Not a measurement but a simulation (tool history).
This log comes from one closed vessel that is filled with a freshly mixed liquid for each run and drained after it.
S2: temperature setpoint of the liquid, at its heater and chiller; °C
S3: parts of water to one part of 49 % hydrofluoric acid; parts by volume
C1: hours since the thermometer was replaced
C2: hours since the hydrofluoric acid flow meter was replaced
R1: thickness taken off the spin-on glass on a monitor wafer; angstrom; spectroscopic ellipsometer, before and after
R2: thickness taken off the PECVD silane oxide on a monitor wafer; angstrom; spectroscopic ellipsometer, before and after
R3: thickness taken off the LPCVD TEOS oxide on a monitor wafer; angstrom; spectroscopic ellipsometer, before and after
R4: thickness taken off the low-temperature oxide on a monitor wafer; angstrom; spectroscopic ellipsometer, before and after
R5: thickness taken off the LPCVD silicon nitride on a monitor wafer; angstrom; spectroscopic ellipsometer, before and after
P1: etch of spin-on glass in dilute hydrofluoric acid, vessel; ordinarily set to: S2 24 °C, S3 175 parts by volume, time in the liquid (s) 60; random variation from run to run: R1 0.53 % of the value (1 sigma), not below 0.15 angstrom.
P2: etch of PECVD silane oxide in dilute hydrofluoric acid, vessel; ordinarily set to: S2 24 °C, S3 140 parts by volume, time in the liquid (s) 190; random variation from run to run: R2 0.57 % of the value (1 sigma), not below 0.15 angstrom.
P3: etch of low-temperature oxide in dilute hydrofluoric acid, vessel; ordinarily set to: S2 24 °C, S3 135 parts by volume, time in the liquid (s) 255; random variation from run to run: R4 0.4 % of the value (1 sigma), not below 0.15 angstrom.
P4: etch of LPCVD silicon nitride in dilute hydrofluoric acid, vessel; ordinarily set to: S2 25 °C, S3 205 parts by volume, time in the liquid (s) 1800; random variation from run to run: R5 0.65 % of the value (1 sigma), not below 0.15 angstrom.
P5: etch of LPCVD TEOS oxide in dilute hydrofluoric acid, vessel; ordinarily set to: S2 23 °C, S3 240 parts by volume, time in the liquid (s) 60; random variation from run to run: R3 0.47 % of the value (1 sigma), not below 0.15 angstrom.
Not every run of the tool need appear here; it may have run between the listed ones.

Run 1, hour 6.6: process that ran P1, S2 24 °C, S3 175 parts by volume, time in the liquid (s) 60; C1 560; C2 307. Result: R1 94.786 angstrom.
Run 2, hour 14.5: process that ran P1, S2 17.5 °C, S3 175 parts by volume, time in the liquid (s) 60; C1 567.9; C2 314.9. Result: R1 73.589 angstrom.
Run 3, hour 20.7: process that ran P1, S2 24 °C, S3 175 parts by volume, time in the liquid (s) 60; C1 574.1; C2 321.1. Result: R1 95.33 angstrom.
Run 4, hour 25.4: process that ran P2, S2 24 °C, S3 225 parts by volume, time in the liquid (s) 190; C1 578.8; C2 325.8. Result: R2 228.81 angstrom.
Run 5, hour 29.7: process that ran P2, S2 24 °C, S3 140 parts by volume, time in the liquid (s) 190; C1 583.1; C2 330.1. Result: R2 399.06 angstrom.
Run 6, hour 38.2: process that ran P5, S2 19.5 °C, S3 240 parts by volume, time in the liquid (s) 60; C1 591.6; C2 338.6. Result: R3 90.664 angstrom.
Run 7, hour 46.8: process that ran P1, S2 24 °C, S3 175 parts by volume, time in the liquid (s) 60; C1 600.2; C2 347.2. Result: R1 94.449 angstrom.
Run 8, hour 54.9: process that ran P3, S2 24 °C, S3 20 parts by volume, time in the liquid (s) 255; C1 608.3; C2 355.3. Result: R4 2769.3 angstrom.
Run 9, hour 58.8: process that ran P2, S2 17.5 °C, S3 140 parts by volume, time in the liquid (s) 190; C1 612.2; C2 359.2. Result: R2 308.35 angstrom.
Run 10, hour 65.6: process that ran P4, S2 25 °C, S3 205 parts by volume, time in the liquid (s) 1800; C1 619; C2 366. Result: R5 43.362 angstrom.
Run 11, hour 73.9: process that ran P1, S2 30 °C, S3 175 parts by volume, time in the liquid (s) 60; C1 627.3; C2 374.3. Result: R1 118.7 angstrom.
Run 12, hour 78.3: process that ran P4, S2 25 °C, S3 285 parts by volume, time in the liquid (s) 1800; C1 631.7; C2 378.7. Result: R5 31.678 angstrom.
Run 13, hour 84.8: process that ran P1, S2 24 °C, S3 175 parts by volume, time in the liquid (s) 60; C1 638.2; C2 385.2. Result: R1 94.979 angstrom.
Run 14, hour 92.1: process that ran P2, S2 24 °C, S3 140 parts by volume, time in the liquid (s) 30; C1 645.5; C2 392.5. Result: R2 63.182 angstrom.
Run 15, hour 96.5: process that ran P1, S2 24 °C, S3 295 parts by volume, time in the liquid (s) 60; C1 649.9; C2 396.9. Result: R1 49.684 angstrom.
Run 16, hour 103.3: process that ran P5, S2 23 °C, S3 240 parts by volume, time in the liquid (s) 95; C1 656.7; C2 403.7. Result: R3 163.69 angstrom.
Run 17, hour 110.7: process that ran P3, S2 24 °C, S3 135 parts by volume, time in the liquid (s) 255; C1 664.1; C2 411.1. Result: R4 358.05 angstrom.
Run 18, hour 117.1: process that ran P1, S2 24 °C, S3 175 parts by volume, time in the liquid (s) 60; C1 670.5; C2 417.5. Result: R1 94.957 angstrom.
Run 19, hour 124.8: process that ran P3, S2 24 °C, S3 135 parts by volume, time in the liquid (s) 380; C1 678.2; C2 425.2. Result: R4 530.72 angstrom.
Run 20, hour 132.9: process that ran P1, S2 31.5 °C, S3 175 parts by volume, time in the liquid (s) 85; C1 686.3; C2 433.3. Result: R1 177.03 angstrom.
Run 21, hour 140.3: process that ran P5, S2 23 °C, S3 240 parts by volume, time in the liquid (s) 60; C1 693.7; C2 440.7. Result: R3 103.63 angstrom.
Run 22, hour 148.6: process that ran P4, S2 20.5 °C, S3 205 parts by volume, time in the liquid (s) 1800; C1 702; C2 449. Result: R5 33.062 angstrom.
Run 23, hour 156.8: process that ran P4, S2 25 °C, S3 205 parts by volume, time in the liquid (s) 2850; C1 710.2; C2 457.2. Result: R5 68.812 angstrom.
Run 24, hour 161.6: process that ran P1, S2 24 °C, S3 175 parts by volume, time in the liquid (s) 30; C1 715; C2 462. Result: R1 47.495 angstrom.
Run 25, hour 166.1: process that ran P3, S2 24 °C, S3 135 parts by volume, time in the liquid (s) 255; C1 719.5; C2 466.5. Result: R4 357.34 angstrom.
Run 26, hour 170.4: process that ran P1, S2 24 °C, S3 85 parts by volume, time in the liquid (s) 110; C1 723.8; C2 470.8. Result: R1 396.3 angstrom.
Run 27, hour 178.5: process that ran P1, S2 24 °C, S3 260 parts by volume, time in the liquid (s) 95; C1 731.9; C2 478.9. Result: R1 91.985 angstrom.
Run 28, hour 183.9: process that ran P1, S2 24 °C, S3 55 parts by volume, time in the liquid (s) 60; C1 737.3; C2 484.3. Result: R1 350.57 angstrom.
Run 29, hour 189.5: process that ran P5, S2 23 °C, S3 240 parts by volume, time in the liquid (s) 60; C1 742.9; C2 489.9. Result: R3 104.07 angstrom.
Run 30, hour 195.4: process that ran P1, S2 24 °C, S3 175 parts by volume, time in the liquid (s) 60; C1 748.8; C2 495.8. Result: R1 93.512 angstrom.
Run 31, hour 204.1: process that ran P1, S2 24 °C, S3 175 parts by volume, time in the liquid (s) 110; C1 757.5; C2 504.5. Result: R1 173.44 angstrom.
Run 32, hour 212: process that ran P4, S2 25 °C, S3 205 parts by volume, time in the liquid (s) 1800; C1 765.4; C2 512.4. Result: R5 43.176 angstrom.
Run 33, hour 220.3: process that ran P5, S2 23 °C, S3 130 parts by volume, time in the liquid (s) 60; C1 773.7; C2 520.7. Result: R3 215.51 angstrom.
Run 34, hour 226.2: process that ran P3, S2 29.5 °C, S3 135 parts by volume, time in the liquid (s) 255; C1 779.6; C2 526.6. Result: R4 438.77 angstrom.
Run 35, hour 233.2: process that ran P1, S2 24 °C, S3 175 parts by volume, time in the liquid (s) 60; C1 786.6; C2 533.6. Result: R1 94.796 angstrom.
Run 36, hour 237.3: process that ran P1, S2 24 °C, S3 175 parts by volume, time in the liquid (s) 60; C1 790.7; C2 537.7. Result: R1 92.832 angstrom.
Run 37, hour 243.2: process that ran P1, S2 24 °C, S3 175 parts by volume, time in the liquid (s) 60; C1 796.6; C2 543.6. Result: R1 91.383 angstrom.
Run 38, hour 247: process that ran P1, S2 24 °C, S3 175 parts by volume, time in the liquid (s) 60; C1 800.4; C2 547.4. Result: R1 89.619 angstrom.
Run 39, hour 252.8: process that ran P1, S2 24 °C, S3 175 parts by volume, time in the liquid (s) 60; C1 806.2; C2 553.2. Result: R1 88.535 angstrom.
Run 40, hour 259.8: process that ran P1, S2 24 °C, S3 175 parts by volume, time in the liquid (s) 60; C1 813.2; C2 560.2. Result: R1 88.337 angstrom.
Run 41, hour 266.2: process that ran P1, S2 24 °C, S3 175 parts by volume, time in the liquid (s) 60; C1 819.6; C2 566.6. Result: R1 87.823 angstrom.
Run 42, hour 271.7: process that ran P1, S2 24 °C, S3 175 parts by volume, time in the liquid (s) 60; C1 825.1; C2 572.1. Result: R1 87.896 angstrom.
Run 43, hour 278.7: process that ran P1, S2 24 °C, S3 175 parts by volume, time in the liquid (s) 60; C1 832.1; C2 579.1. Result: R1 87.863 angstrom.
Run 44, hour 284.4: process that ran P1, S2 24 °C, S3 175 parts by volume, time in the liquid (s) 60; C1 837.8; C2 584.8. Result: R1 88.627 angstrom.
Run 45, hour 290.9: process that ran P1, S2 24 °C, S3 175 parts by volume, time in the liquid (s) 60; C1 844.3; C2 591.3. Result: R1 86.944 angstrom.

What P1 gives has crept off from where it sat before. The 2 causes that follow fit the log equally well, each at the size noted:
A: hydrofluoric acid flow below the setpoint (%) = 6.56
B: liquid colder than its thermometer reads (K) = 2.15
Creep in the process output first set in at about hour 233.2.

Of the 4 check runs listed below, each run on one wafer and each result written as a question mark, which would let you distinguish the listed causes because they would give clearly different results?
Run check 1, hour 297.4: process that ran P3, S2 24 °C, S3 135 parts by volume, time in the liquid (s) 255. Result: R4 ?.
Run check 2, hour 297.4: process that ran P5, S2 23 °C, S3 240 parts by volume, time in the liquid (s) 60. Result: R3 ?.
Run check 3, hour 297.4: process that ran P2, S2 24 °C, S3 140 parts by volume, time in the liquid (s) 190. Result: R2 ?.
Run check 4, hour 297.4: process that ran P4, S2 25 °C, S3 205 parts by volume, time in the liquid (s) 1800. Result: R5 ?.

What every check run would give for each of its results, assuming each possible cause in turn:
  check  result    if A    if B
check 1      R4  328.67     327
check 2      R3  95.294  95.805
check 3      R2  370.25   368.6
check 4      R5  41.014  38.306
Minimum pairwise separation of causes per check, each pair taken at its best-separating result: check 1 0.51 %; check 2 0.53 %; check 3 0.45 %; check 4 6.83 %
Of the check runs offered, only check 4 discriminates between the causes; the rest would read about the same regardless of which cause applies.

Here is what check 4 returned: R5 38.69 angstrom. Which cause is it?

The cause is B: liquid colder than its thermometer reads (K).
